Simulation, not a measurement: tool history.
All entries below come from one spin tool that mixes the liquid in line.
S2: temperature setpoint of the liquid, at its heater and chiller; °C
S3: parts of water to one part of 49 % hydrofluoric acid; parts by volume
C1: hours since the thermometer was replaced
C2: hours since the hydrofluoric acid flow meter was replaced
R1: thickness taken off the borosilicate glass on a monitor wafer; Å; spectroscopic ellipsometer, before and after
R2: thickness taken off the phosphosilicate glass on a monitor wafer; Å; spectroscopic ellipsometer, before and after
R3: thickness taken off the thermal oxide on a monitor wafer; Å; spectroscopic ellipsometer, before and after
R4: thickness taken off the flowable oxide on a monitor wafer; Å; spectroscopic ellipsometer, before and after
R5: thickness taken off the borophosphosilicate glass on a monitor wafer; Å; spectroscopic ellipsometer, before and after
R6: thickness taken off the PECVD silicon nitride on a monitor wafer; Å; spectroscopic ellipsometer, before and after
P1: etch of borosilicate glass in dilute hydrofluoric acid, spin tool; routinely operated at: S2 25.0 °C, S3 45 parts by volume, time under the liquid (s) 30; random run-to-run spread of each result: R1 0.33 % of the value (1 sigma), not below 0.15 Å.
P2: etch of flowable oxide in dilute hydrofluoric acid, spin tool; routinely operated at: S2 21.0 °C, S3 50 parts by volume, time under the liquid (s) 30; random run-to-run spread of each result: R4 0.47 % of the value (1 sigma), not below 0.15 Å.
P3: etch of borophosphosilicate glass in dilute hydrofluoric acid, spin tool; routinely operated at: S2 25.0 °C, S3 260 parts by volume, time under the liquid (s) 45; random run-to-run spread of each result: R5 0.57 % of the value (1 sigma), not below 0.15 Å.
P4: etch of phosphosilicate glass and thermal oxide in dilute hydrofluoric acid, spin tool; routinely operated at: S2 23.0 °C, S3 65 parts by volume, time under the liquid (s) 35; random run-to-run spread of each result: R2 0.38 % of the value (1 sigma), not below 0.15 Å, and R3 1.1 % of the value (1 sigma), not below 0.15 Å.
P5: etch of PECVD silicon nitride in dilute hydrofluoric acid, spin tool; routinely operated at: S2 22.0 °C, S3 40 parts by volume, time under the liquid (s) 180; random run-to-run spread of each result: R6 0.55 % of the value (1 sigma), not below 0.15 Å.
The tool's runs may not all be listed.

run 1 hour=6.3 | process_that_ran=P1 S2=25.0 S3=45 time_under_the_liquid_(s)=30 | C1=538.8 C2=1039.5 | R1=377.56
run 2 hour=12.3 | process_that_ran=P1 S2=25.0 S3=45 time_under_the_liquid_(s)=15 | C1=544.8 C2=1045.5 | R1=189.79
run 3 hour=16.8 | process_that_ran=P4 S2=23.0 S3=65 time_under_the_liquid_(s)=35 | C1=549.3 C2=1050.0 | R2=316.22 R3=25.813
run 4 hour=21.9 | process_that_ran=P2 S2=21.0 S3=50 time_under_the_liquid_(s)=65 | C1=554.4 C2=1055.1 | R4=834.33
run 5 hour=26.3 | process_that_ran=P1 S2=25.0 S3=45 time_under_the_liquid_(s)=30 | C1=558.8 C2=1059.5 | R1=383.15
run 6 hour=32.1 | process_that_ran=P4 S2=17.0 S3=65 time_under_the_liquid_(s)=35 | C1=564.6 C2=1065.3 | R2=246.97 R3=19.793
run 7 hour=38.4 | process_that_ran=P1 S2=25.0 S3=30 time_under_the_liquid_(s)=30 | C1=570.9 C2=1071.6 | R1=579.66
run 8 hour=45.7 | process_that_ran=P4 S2=23.0 S3=115 time_under_the_liquid_(s)=35 | C1=578.2 C2=1078.9 | R2=167.94 R3=13.791
run 9 hour=50.6 | process_that_ran=P1 S2=25.0 S3=45 time_under_the_liquid_(s)=60 | C1=583.1 C2=1083.8 | R1=756.54
run 10 hour=57.5 | process_that_ran=P1 S2=25.0 S3=45 time_under_the_liquid_(s)=30 | C1=590.0 C2=1090.7 | R1=377.99
run 11 hour=61.5 | process_that_ran=P3 S2=25.0 S3=260 time_under_the_liquid_(s)=45 | C1=594.0 C2=1094.7 | R5=51.185
run 12 hour=68.8 | process_that_ran=P1 S2=25.0 S3=45 time_under_the_liquid_(s)=30 | C1=601.3 C2=1102.0 | R1=380.50
run 13 hour=75.6 | process_that_ran=P3 S2=25.0 S3=260 time_under_the_liquid_(s)=15 | C1=608.1 C2=1108.8 | R5=17.212
run 14 hour=82.1 | process_that_ran=P3 S2=20.5 S3=260 time_under_the_liquid_(s)=45 | C1=614.6 C2=1115.3 | R5=43.785
-- hour=85.4 hydrofluoric acid flow meter replaced
run 15 hour=90.1 | process_that_ran=P2 S2=21.0 S3=50 time_under_the_liquid_(s)=30 | C1=622.6 C2=4.8 | R4=387.57
run 16 hour=98.3 | process_that_ran=P1 S2=25.0 S3=75 time_under_the_liquid_(s)=30 | C1=630.8 C2=13.0 | R1=219.02
run 17 hour=103.6 | process_that_ran=P5 S2=30.0 S3=40 time_under_the_liquid_(s)=180 | C1=636.1 C2=18.3 | R6=147.7000
run 18 hour=109.8 | process_that_ran=P1 S2=17.0 S3=20 time_under_the_liquid_(s)=30 | C1=642.3 C2=24.5 | R1=623.59
run 19 hour=115.0 | process_that_ran=P1 S2=25.0 S3=45 time_under_the_liquid_(s)=30 | C1=647.5 C2=29.7 | R1=379.84
run 20 hour=123.3 | process_that_ran=P3 S2=25.0 S3=100 time_under_the_liquid_(s)=45 | C1=655.8 C2=38.0 | R5=159.940
run 21 hour=127.9 | process_that_ran=P1 S2=20.5 S3=45 time_under_the_liquid_(s)=30 | C1=660.4 C2=42.6 | R1=314.79
run 22 hour=136.1 | process_that_ran=P4 S2=23.0 S3=65 time_under_the_liquid_(s)=55 | C1=668.6 C2=50.8 | R2=493.03 R3=40.105
run 23 hour=144.4 | process_that_ran=P2 S2=21.0 S3=20 time_under_the_liquid_(s)=30 | C1=676.9 C2=59.1 | R4=1015.50
run 24 hour=148.1 | process_that_ran=P1 S2=28.5 S3=75 time_under_the_liquid_(s)=30 | C1=680.6 C2=62.8 | R1=251.54
run 25 hour=151.9 | process_that_ran=P3 S2=25.0 S3=260 time_under_the_liquid_(s)=45 | C1=684.4 C2=66.6 | R5=51.526
run 26 hour=156.2 | process_that_ran=P1 S2=25.0 S3=45 time_under_the_liquid_(s)=30 | C1=688.7 C2=70.9 | R1=380.14
run 27 hour=162.5 | process_that_ran=P5 S2=22.0 S3=40 time_under_the_liquid_(s)=180 | C1=695.0 C2=77.2 | R6=86.7800
run 28 hour=168.0 | process_that_ran=P1 S2=32.0 S3=45 time_under_the_liquid_(s)=30 | C1=700.5 C2=82.7 | R1=502.48
run 29 hour=173.7 | process_that_ran=P2 S2=28.5 S3=50 time_under_the_liquid_(s)=30 | C1=706.2 C2=88.4 | R4=530.64
run 30 hour=181.6 | process_that_ran=P5 S2=22.0 S3=40 time_under_the_liquid_(s)=15 | C1=714.1 C2=96.3 | R6=7.3062
run 31 hour=186.0 | process_that_ran=P5 S2=22.0 S3=70 time_under_the_liquid_(s)=180 | C1=718.5 C2=100.7 | R6=49.8740
run 32 hour=194.2 | process_that_ran=P1 S2=25.0 S3=45 time_under_the_liquid_(s)=30 | C1=726.7 C2=108.9 | R1=379.71
run 33 hour=200.0 | process_that_ran=P1 S2=25.0 S3=45 time_under_the_liquid_(s)=30 | C1=732.5 C2=114.7 | R1=368.72
run 34 hour=205.3 | process_that_ran=P1 S2=25.0 S3=45 time_under_the_liquid_(s)=30 | C1=737.8 C2=120.0 | R1=362.76
run 35 hour=211.4 | process_that_ran=P1 S2=25.0 S3=45 time_under_the_liquid_(s)=30 | C1=743.9 C2=126.1 | R1=355.64
run 36 hour=217.5 | process_that_ran=P1 S2=25.0 S3=45 time_under_the_liquid_(s)=30 | C1=750.0 C2=132.2 | R1=354.33
run 37 hour=225.6 | process_that_ran=P1 S2=25.0 S3=45 time_under_the_liquid_(s)=30 | C1=758.1 C2=140.3 | R1=350.60
run 38 hour=230.5 | process_that_ran=P1 S2=25.0 S3=45 time_under_the_liquid_(s)=30 | C1=763.0 C2=145.2 | R1=350.00
run 39 hour=238.2 | process_that_ran=P1 S2=25.0 S3=45 time_under_the_liquid_(s)=30 | C1=770.7 C2=152.9 | R1=348.52
run 40 hour=244.1 | process_that_ran=P1 S2=25.0 S3=45 time_under_the_liquid_(s)=30 | C1=776.6 C2=158.8 | R1=348.30
run 41 hour=249.5 | process_that_ran=P1 S2=25.0 S3=45 time_under_the_liquid_(s)=30 | C1=782.0 C2=164.2 | R1=347.19
run 42 hour=254.6 | process_that_ran=P1 S2=25.0 S3=45 time_under_the_liquid_(s)=30 | C1=787.1 C2=169.3 | R1=349.02

What P1 gives has crept off from where it sat before. The 2 causes that follow fit the log equally well, each at the size noted:
A: hydrofluoric acid flow below the setpoint (%) = 7.68
B: liquid colder than its thermometer reads (K) = 2.06
At approximately hour 194.2, the process output began to creep.

Below are 4 check runs, each on a single wafer, with their results shown as question marks. Which of them would tell the listed causes apart, meaning the causes would give clearly different results under it?
run check 1 hour=259.7 | process_that_ran=P3 S2=25.0 S3=110 time_under_the_liquid_(s)=45 | R5=?
run check 2 hour=259.7 | process_that_ran=P5 S2=27.0 S3=40 time_under_the_liquid_(s)=180 | R6=?
run check 3 hour=259.7 | process_that_ran=P2 S2=27.5 S3=50 time_under_the_liquid_(s)=60 | R4=?
run check 4 hour=259.7 | process_that_ran=P4 S2=17.0 S3=65 time_under_the_liquid_(s)=35 | R2=? R3=?

Check results expected under each cause:
check=check_1 result=R5 if_A=131.110 if_B=132.440
check=check_2 result=R6 if_A=112.1500 if_B=105.7000
check=check_3 result=R4 if_A=929.91 if_B=932.50
check=check_4 result=R2 if_A=226.15 if_B=225.33
check=check_4 result=R3 if_A=18.567 if_B=18.499
Minimum pairwise separation of causes per check, each pair taken at its best-separating result: check 1 1.01 %; check 2 5.93 %; check 3 0.28 %; check 4 0.36 %
Of the check runs offered, only check 2 discriminates between the causes; the rest would read about the same regardless of which cause applies.

Running check 2 produced the following: R6 104.5400 Å. Which one of the listed causes fits?

Of the candidate causes, it is B: liquid colder than its thermometer reads (K).
